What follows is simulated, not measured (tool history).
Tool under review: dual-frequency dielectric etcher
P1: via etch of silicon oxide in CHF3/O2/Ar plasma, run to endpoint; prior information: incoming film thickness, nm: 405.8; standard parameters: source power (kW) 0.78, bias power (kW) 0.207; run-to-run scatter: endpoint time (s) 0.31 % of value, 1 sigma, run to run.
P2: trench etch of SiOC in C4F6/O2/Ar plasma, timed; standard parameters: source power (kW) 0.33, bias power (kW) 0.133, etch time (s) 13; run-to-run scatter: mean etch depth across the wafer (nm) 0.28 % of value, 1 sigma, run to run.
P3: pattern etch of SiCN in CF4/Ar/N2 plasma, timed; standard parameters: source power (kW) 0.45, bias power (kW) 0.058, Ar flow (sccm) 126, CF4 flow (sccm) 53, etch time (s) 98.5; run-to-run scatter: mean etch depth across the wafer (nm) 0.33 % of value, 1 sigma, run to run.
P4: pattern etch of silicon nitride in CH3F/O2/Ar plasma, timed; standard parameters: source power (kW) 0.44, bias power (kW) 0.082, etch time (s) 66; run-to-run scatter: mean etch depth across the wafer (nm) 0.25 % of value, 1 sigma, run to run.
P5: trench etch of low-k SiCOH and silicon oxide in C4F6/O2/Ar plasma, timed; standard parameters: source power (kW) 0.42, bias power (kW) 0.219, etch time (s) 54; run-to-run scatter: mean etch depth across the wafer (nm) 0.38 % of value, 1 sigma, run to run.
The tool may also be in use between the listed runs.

run,hour,process that ran,source power (kW),bias power (kW),Ar flow (sccm),CF4 flow (sccm),etch time (s),hours since the last wet clean,hours since the last source power generator calibration,hours since the last bias power generator calibration,endpoint time (s),mean etch depth across the wafer (nm)
1,10.2,P1,0.78,0.207,,,,275.5,2873.3,3343.5,176.89,
2,19,P3,0.45,0.058,126,75,98.5,284.3,2882.1,3352.3,,75.716
3,27.6,P5,0.42,0.219,,,54,292.9,2890.7,3360.9,,195.91
4,35.7,P3,0.45,0.058,126,53,98.5,301,2898.8,3369,,71.34
5,46.2,P4,0.44,0.082,,,66,311.5,2909.3,3379.5,,52.432
6,52.6,P2,0.33,0.133,,,7.5,317.9,2915.7,3385.9,,13.044
7,61.2,P1,0.59,0.207,,,,326.5,2924.3,3394.5,196.08,
8,69.2,P1,1.09,0.207,,,,334.5,2932.3,3402.5,154.61,
9,78.7,P1,0.78,0.167,,,,344,2941.8,3412,189.15,
10,85.6,P1,0.78,0.275,,,,350.9,2948.7,3418.9,159.98,
11,91.8,P5,0.55,0.219,,,54,357.1,2954.9,3425.1,,216.94
12,97.6,P1,0.78,0.207,,,,362.9,2960.7,3430.9,177.03,
13,103.1,P2,0.45,0.133,,,13,368.4,2966.2,3436.4,,25.575
14,113,P1,0.78,0.207,,,,378.3,2976.1,3446.3,177.33,
15,121.9,P5,0.42,0.219,,,54,387.2,2985,3455.2,,195.13
# hour 131.2: wet clean of the chamber
16,133.2,P3,0.45,0.058,126,53,98.5,2,2996.3,3466.5,,70.911
17,145,P1,0.78,0.207,,,,13.8,3008.1,3478.3,177.09,
18,150.9,P5,0.42,0.289,,,54,19.7,3014,3484.2,,213.06
19,156.1,P3,0.45,0.058,82,53,98.5,24.9,3019.2,3489.4,,76.923

Run 20 has not been measured yet. What should we expect?
20,163.1,P5,0.42,0.219,,,80,31.9,3026.2,3496.4,,?

Run 20 measured mean etch depth across the wafer (nm) 290.39.

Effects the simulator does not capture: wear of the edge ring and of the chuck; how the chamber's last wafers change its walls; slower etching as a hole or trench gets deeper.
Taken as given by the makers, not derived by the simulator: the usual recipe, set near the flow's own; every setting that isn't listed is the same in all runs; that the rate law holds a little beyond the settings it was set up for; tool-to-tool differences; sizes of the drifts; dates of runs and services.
